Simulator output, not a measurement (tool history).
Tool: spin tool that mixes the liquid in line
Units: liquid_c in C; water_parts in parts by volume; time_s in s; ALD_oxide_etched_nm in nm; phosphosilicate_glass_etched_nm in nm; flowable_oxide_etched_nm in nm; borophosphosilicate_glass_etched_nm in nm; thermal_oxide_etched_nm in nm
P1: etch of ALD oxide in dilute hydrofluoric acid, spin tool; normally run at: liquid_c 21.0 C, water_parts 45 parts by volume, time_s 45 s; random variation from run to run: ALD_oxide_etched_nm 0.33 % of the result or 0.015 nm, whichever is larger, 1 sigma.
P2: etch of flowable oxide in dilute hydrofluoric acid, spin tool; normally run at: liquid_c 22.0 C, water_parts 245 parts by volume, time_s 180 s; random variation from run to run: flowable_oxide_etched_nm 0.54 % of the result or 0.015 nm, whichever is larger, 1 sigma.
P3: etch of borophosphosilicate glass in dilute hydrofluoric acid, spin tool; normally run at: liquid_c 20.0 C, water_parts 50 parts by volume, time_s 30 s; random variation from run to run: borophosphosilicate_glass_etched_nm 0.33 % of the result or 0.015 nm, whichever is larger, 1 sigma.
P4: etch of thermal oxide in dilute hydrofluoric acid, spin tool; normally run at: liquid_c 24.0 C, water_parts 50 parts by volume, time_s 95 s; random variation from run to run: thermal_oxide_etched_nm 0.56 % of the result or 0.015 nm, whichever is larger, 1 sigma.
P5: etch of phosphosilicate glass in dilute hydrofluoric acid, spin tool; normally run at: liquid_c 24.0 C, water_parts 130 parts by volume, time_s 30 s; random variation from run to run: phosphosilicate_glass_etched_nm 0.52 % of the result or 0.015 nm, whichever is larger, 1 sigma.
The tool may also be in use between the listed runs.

| run | hour | process | liquid_c | water_parts | time_s | hours since the thermometer was replaced | hours since the hydrofluoric acid flow meter was replaced | ALD_oxide_etched_nm | phosphosilicate_glass_etched_nm | flowable_oxide_etched_nm | borophosphosilicate_glass_etched_nm | thermal_oxide_etched_nm |
|---|---|---|---|---|---|---|---|---|---|---|---|---|
| 1 | 8.4 | P1 | 21.0 | 45 | 45 | 651.6 | 364.3 | 30.772 |  |  |  |  |
| 2 | 16.4 | P5 | 24.0 | 130 | 30 | 659.6 | 372.3 |  | 45.590 |  |  |  |
| 3 | 22.9 | P1 | 21.0 | 45 | 15 | 666.1 | 378.8 | 10.276 |  |  |  |  |
| 4 | 27.1 | P2 | 30.0 | 245 | 180 | 670.3 | 383.0 |  |  | 20.853 |  |  |
| 5 | 34.3 | P5 | 24.0 | 70 | 30 | 677.5 | 390.2 |  | 90.923 |  |  |  |
| 6 | 43.6 | P3 | 17.0 | 50 | 30 | 686.8 | 399.5 |  |  |  | 23.977 |  |
| 7 | 52.7 | P1 | 21.0 | 30 | 45 | 695.9 | 408.6 | 47.090 |  |  |  |  |
| 8 | 61.4 | P4 | 24.0 | 50 | 95 | 704.6 | 417.3 |  |  |  |  | 9.6230 |
| 9 | 70.4 | P5 | 24.0 | 130 | 30 | 713.6 | 426.3 |  | 45.655 |  |  |  |
| 10 | 78.6 | P3 | 20.0 | 50 | 30 | 721.8 | 434.5 |  |  |  | 27.406 |  |
| 11 | 84.1 | P1 | 21.0 | 45 | 45 | 727.3 | 440.0 | 30.810 |  |  |  |  |
| 12 | 89.0 | P1 | 26.5 | 45 | 45 | 732.2 | 444.9 | 38.767 |  |  |  |  |
| 13 | 96.4 | P1 | 21.0 | 45 | 45 | 739.6 | 452.3 | 30.939 |  |  |  |  |
| 14 | 104.5 | P3 | 20.0 | 50 | 50 | 747.7 | 460.4 |  |  |  | 45.528 |  |
| 15 | 111.4 | P1 | 21.0 | 80 | 45 | 754.6 | 467.3 | 16.619 |  |  |  |  |
| 16 | 119.3 | P4 | 24.0 | 50 | 95 | 762.5 | 475.2 |  |  |  |  | 9.7188 |
| 17 | 128.4 | P4 | 24.0 | 50 | 140 | 771.6 | 484.3 |  |  |  |  | 14.2210 |
| 18 | 136.9 | P1 | 17.0 | 45 | 80 | 780.1 | 492.8 | 46.113 |  |  |  |  |
| 19 | 141.1 | P5 | 17.0 | 130 | 30 | 784.3 | 497.0 |  | 34.623 |  |  |  |
| 20 | 146.1 | P5 | 24.0 | 130 | 15 | 789.3 | 502.0 |  | 22.838 |  |  |  |

The next listed run, before its measurement:
| 21 | 153.7 | P4 | 24.0 | 20 | 95 | 796.9 | 509.6 |  |  |  |  | ? |

Run 21 gave thermal_oxide_etched_nm 25.0960 nm.
